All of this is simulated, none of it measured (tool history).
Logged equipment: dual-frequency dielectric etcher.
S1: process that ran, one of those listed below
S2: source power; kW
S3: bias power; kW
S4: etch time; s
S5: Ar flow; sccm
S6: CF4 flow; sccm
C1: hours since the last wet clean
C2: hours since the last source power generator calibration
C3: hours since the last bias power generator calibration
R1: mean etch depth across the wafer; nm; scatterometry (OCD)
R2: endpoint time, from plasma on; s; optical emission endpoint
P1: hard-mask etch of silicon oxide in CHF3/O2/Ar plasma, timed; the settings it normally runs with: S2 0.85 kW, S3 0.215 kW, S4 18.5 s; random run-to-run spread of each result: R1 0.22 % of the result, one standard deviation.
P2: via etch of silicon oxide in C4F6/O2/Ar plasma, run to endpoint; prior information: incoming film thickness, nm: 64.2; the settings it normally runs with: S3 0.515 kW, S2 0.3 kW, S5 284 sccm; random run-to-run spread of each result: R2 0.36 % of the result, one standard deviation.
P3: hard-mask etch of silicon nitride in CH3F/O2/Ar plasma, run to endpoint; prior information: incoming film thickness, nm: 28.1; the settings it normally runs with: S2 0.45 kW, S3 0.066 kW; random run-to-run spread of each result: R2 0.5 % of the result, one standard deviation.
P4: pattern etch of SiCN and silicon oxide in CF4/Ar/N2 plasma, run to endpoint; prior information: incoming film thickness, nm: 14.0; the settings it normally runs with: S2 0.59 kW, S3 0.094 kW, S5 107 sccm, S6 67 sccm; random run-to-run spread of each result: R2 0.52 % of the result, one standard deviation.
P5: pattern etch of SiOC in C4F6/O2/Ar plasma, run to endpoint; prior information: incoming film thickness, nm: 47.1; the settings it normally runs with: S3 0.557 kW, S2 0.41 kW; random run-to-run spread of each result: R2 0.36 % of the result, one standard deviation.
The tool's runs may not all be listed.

{"run": 1, "hour": 11.9, "S1": "P1", "S2": 0.85, "S3": 0.215, "S4": 18.5, "C1": 471.6, "C2": 3003.2, "C3": 2127.1, "R1": 45.197}
{"run": 2, "hour": 21.1, "S1": "P2", "S2": 0.3, "S3": 0.515, "S5": 284, "C1": 480.8, "C2": 3012.4, "C3": 2136.3, "R2": 15.988}
{"run": 3, "hour": 34.2, "S1": "P1", "S2": 0.85, "S3": 0.128, "S4": 18.5, "C1": 493.9, "C2": 3025.5, "C3": 2149.4, "R1": 38.088}
{"run": 4, "hour": 47.6, "S1": "P1", "S2": 0.85, "S3": 0.215, "S4": 18.5, "C1": 507.3, "C2": 3038.9, "C3": 2162.8, "R1": 44.932}
{"run": 5, "hour": 56.4, "S1": "P4", "S2": 0.59, "S3": 0.094, "S5": 107, "S6": 67, "C1": 516.1, "C2": 3047.7, "C3": 2171.6, "R2": 11.936}
{"run": 6, "hour": 67.0, "S1": "P2", "S2": 0.3, "S3": 0.515, "S5": 183, "C1": 526.7, "C2": 3058.3, "C3": 2182.2, "R2": 15.257}
{"run": 7, "hour": 79.2, "S1": "P1", "S2": 0.85, "S3": 0.215, "S4": 25.5, "C1": 538.9, "C2": 3070.5, "C3": 2194.4, "R1": 62.089}
{"run": 8, "hour": 92.3, "S1": "P1", "S2": 1.07, "S3": 0.215, "S4": 18.5, "C1": 552, "C2": 3083.6, "C3": 2207.5, "R1": 49.281}
{"run": 9, "hour": 100.3, "S1": "P1", "S2": 0.85, "S3": 0.215, "S4": 11, "C1": 560, "C2": 3091.6, "C3": 2215.5, "R1": 26.799}
{"hour": 104.0, "done": "bias power generator calibrated"}
{"run": 10, "hour": 111.8, "S1": "P1", "S2": 0.64, "S3": 0.215, "S4": 18.5, "C1": 571.5, "C2": 3103.1, "C3": 7.9, "R1": 40.56}
{"run": 11, "hour": 118.3, "S1": "P1", "S2": 0.85, "S3": 0.215, "S4": 18.5, "C1": 578, "C2": 3109.6, "C3": 14.4, "R1": 44.934}
{"run": 12, "hour": 131.8, "S1": "P1", "S2": 0.85, "S3": 0.263, "S4": 18.5, "C1": 591.5, "C2": 3123.1, "C3": 27.9, "R1": 48.458}
{"run": 13, "hour": 143.4, "S1": "P5", "S2": 0.25, "S3": 0.557, "C1": 603.1, "C2": 3134.7, "C3": 39.5, "R2": 18.126}
{"run": 14, "hour": 153.6, "S1": "P5", "S2": 0.41, "S3": 0.759, "C1": 613.3, "C2": 3144.9, "C3": 49.7, "R2": 13.439}
{"run": 15, "hour": 164.5, "S1": "P4", "S2": 0.59, "S3": 0.121, "S5": 107, "S6": 67, "C1": 624.2, "C2": 3155.8, "C3": 60.6, "R2": 10.83}
{"run": 16, "hour": 177.7, "S1": "P2", "S2": 0.3, "S3": 0.515, "S5": 284, "C1": 637.4, "C2": 3169, "C3": 73.8, "R2": 16.097}
{"run": 17, "hour": 183.6, "S1": "P1", "S2": 0.68, "S3": 0.164, "S4": 18.5, "C1": 643.3, "C2": 3174.9, "C3": 79.7, "R1": 37.741}
{"run": 18, "hour": 196.7, "S1": "P1", "S2": 0.85, "S3": 0.215, "S4": 18.5, "C1": 656.4, "C2": 3188, "C3": 92.8, "R1": 44.851}
{"run": 19, "hour": 208.3, "S1": "P4", "S2": 0.59, "S3": 0.094, "S5": 107, "S6": 95, "C1": 668, "C2": 3199.6, "C3": 104.4, "R2": 11.405}
{"run": 20, "hour": 218.5, "S1": "P1", "S2": 0.85, "S3": 0.3, "S4": 24.5, "C1": 678.2, "C2": 3209.8, "C3": 114.6, "R1": 67.001}
{"run": 21, "hour": 230.5, "S1": "P3", "S2": 0.45, "S3": 0.089, "C1": 690.2, "C2": 3221.8, "C3": 126.6, "R2": 36.431}
{"run": 22, "hour": 243.4, "S1": "P4", "S2": 0.59, "S3": 0.094, "S5": 82, "S6": 67, "C1": 703.1, "C2": 3234.7, "C3": 139.5, "R2": 11.472}
{"run": 23, "hour": 250.6, "S1": "P5", "S2": 0.41, "S3": 0.557, "C1": 710.3, "C2": 3241.9, "C3": 146.7, "R2": 15.113}
{"run": 24, "hour": 260.3, "S1": "P4", "S2": 0.41, "S3": 0.094, "S5": 107, "S6": 67, "C1": 720, "C2": 3251.6, "C3": 156.4, "R2": 16.465}
{"run": 25, "hour": 273.4, "S1": "P2", "S2": 0.3, "S3": 0.361, "S5": 284, "C1": 733.1, "C2": 3264.7, "C3": 169.5, "R2": 18.31}
{"run": 26, "hour": 280.0, "S1": "P3", "S2": 0.45, "S3": 0.066, "C1": 739.7, "C2": 3271.3, "C3": 176.1, "R2": 40.112}
{"run": 27, "hour": 292.0, "S1": "P3", "S2": 0.35, "S3": 0.066, "C1": 751.7, "C2": 3283.3, "C3": 188.1, "R2": 43.872}
{"run": 28, "hour": 304.9, "S1": "P4", "S2": 0.59, "S3": 0.094, "S5": 107, "S6": 67, "C1": 764.6, "C2": 3296.2, "C3": 201, "R2": 11.916}
{"run": 29, "hour": 311.5, "S1": "P1", "S2": 0.85, "S3": 0.215, "S4": 18.5, "C1": 771.2, "C2": 3302.8, "C3": 207.6, "R1": 45.101}
{"run": 30, "hour": 321.5, "S1": "P3", "S2": 0.45, "S3": 0.066, "C1": 781.2, "C2": 3312.8, "C3": 217.6, "R2": 40.07}
{"run": 31, "hour": 327.6, "S1": "P2", "S2": 0.19, "S3": 0.515, "S5": 284, "C1": 787.3, "C2": 3318.9, "C3": 223.7, "R2": 18.878}
{"run": 32, "hour": 339.7, "S1": "P1", "S2": 0.85, "S3": 0.215, "S4": 18.5, "C1": 799.4, "C2": 3331, "C3": 235.8, "R1": 45.057}
{"run": 33, "hour": 350.0, "S1": "P1", "S2": 0.85, "S3": 0.215, "S4": 18.5, "C1": 809.7, "C2": 3341.3, "C3": 246.1, "R1": 44.812}
{"run": 34, "hour": 359.9, "S1": "P1", "S2": 0.85, "S3": 0.215, "S4": 18.5, "C1": 819.6, "C2": 3351.2, "C3": 256, "R1": 44.706}
{"run": 35, "hour": 370.2, "S1": "P1", "S2": 0.85, "S3": 0.215, "S4": 18.5, "C1": 829.9, "C2": 3361.5, "C3": 266.3, "R1": 44.604}
{"hour": 379.5, "done": "wet clean of the chamber"}
{"run": 36, "hour": 382.0, "S1": "P1", "S2": 0.85, "S3": 0.215, "S4": 18.5, "C1": 2.5, "C2": 3373.3, "C3": 278.1, "R1": 44.48}
{"run": 37, "hour": 393.9, "S1": "P1", "S2": 0.85, "S3": 0.215, "S4": 18.5, "C1": 14.4, "C2": 3385.2, "C3": 290, "R1": 44.487}
{"run": 38, "hour": 407.0, "S1": "P1", "S2": 0.85, "S3": 0.215, "S4": 18.5, "C1": 27.5, "C2": 3398.3, "C3": 303.1, "R1": 44.406}
{"run": 39, "hour": 413.1, "S1": "P1", "S2": 0.85, "S3": 0.215, "S4": 18.5, "C1": 33.6, "C2": 3404.4, "C3": 309.2, "R1": 44.623}
{"run": 40, "hour": 421.7, "S1": "P1", "S2": 0.85, "S3": 0.215, "S4": 18.5, "C1": 42.2, "C2": 3413, "C3": 317.8, "R1": 44.32}
{"run": 41, "hour": 427.7, "S1": "P1", "S2": 0.85, "S3": 0.215, "S4": 18.5, "C1": 48.2, "C2": 3419, "C3": 323.8, "R1": 44.458}
{"run": 42, "hour": 436.3, "S1": "P1", "S2": 0.85, "S3": 0.215, "S4": 18.5, "C1": 56.8, "C2": 3427.6, "C3": 332.4, "R1": 44.271}

What P1 gives has crept off from where it sat before. The 2 causes that follow fit the log equally well, each at the size noted:
A: source power that arrives under what is set, % = 4.16
B: bias power that arrives under what is set, % = 4.68
The creep began at about hour 339.7.
Every other cause this tool's parts could produce, and why it does not fit the log:
chamber walls in a state that lowers the etch rate, %: work on it at hour 379.5, done after the drift set in, did not restore what the process gave before

You are offered 4 check runs, listed below with question marks in place of their results; each one averages 3 wafers. Which run separates the listed causes by giving clearly different results for each?
{"run": "check 1", "hour": 444.9, "S1": "P4", "S2": 0.59, "S3": 0.094, "S5": 107, "S6": 93, "R2": "?"}
{"run": "check 2", "hour": 444.9, "S1": "P5", "S2": 0.33, "S3": 0.755, "R2": "?"}
{"run": "check 3", "hour": 444.9, "S1": "P2", "S2": 0.3, "S3": 0.383, "S5": 187, "R2": "?"}
{"run": "check 4", "hour": 444.9, "S1": "P3", "S2": 0.45, "S3": 0.089, "R2": "?"}

What every check run would give for each of its results, assuming each possible cause in turn:
check=check_1 result=R2 if_A=11.862 if_B=11.612
check=check_2 result=R2 if_A=14.771 if_B=14.824
check=check_3 result=R2 if_A=17.312 if_B=17.34
check=check_4 result=R2 if_A=36.846 if_B=36.883
Separation of the two closest causes in each check, using whichever result separates them best: check 1 2.13 %; check 2 0.36 %; check 3 0.16 %; check 4 0.1 %
Check 1 is the one run that separates the causes; every other check would come out nearly the same whichever cause is at work.

The results of check 1 are: R2 11.642 s. Based on these, which of the listed causes is it?

The cause is B: bias power that arrives under what is set, %.

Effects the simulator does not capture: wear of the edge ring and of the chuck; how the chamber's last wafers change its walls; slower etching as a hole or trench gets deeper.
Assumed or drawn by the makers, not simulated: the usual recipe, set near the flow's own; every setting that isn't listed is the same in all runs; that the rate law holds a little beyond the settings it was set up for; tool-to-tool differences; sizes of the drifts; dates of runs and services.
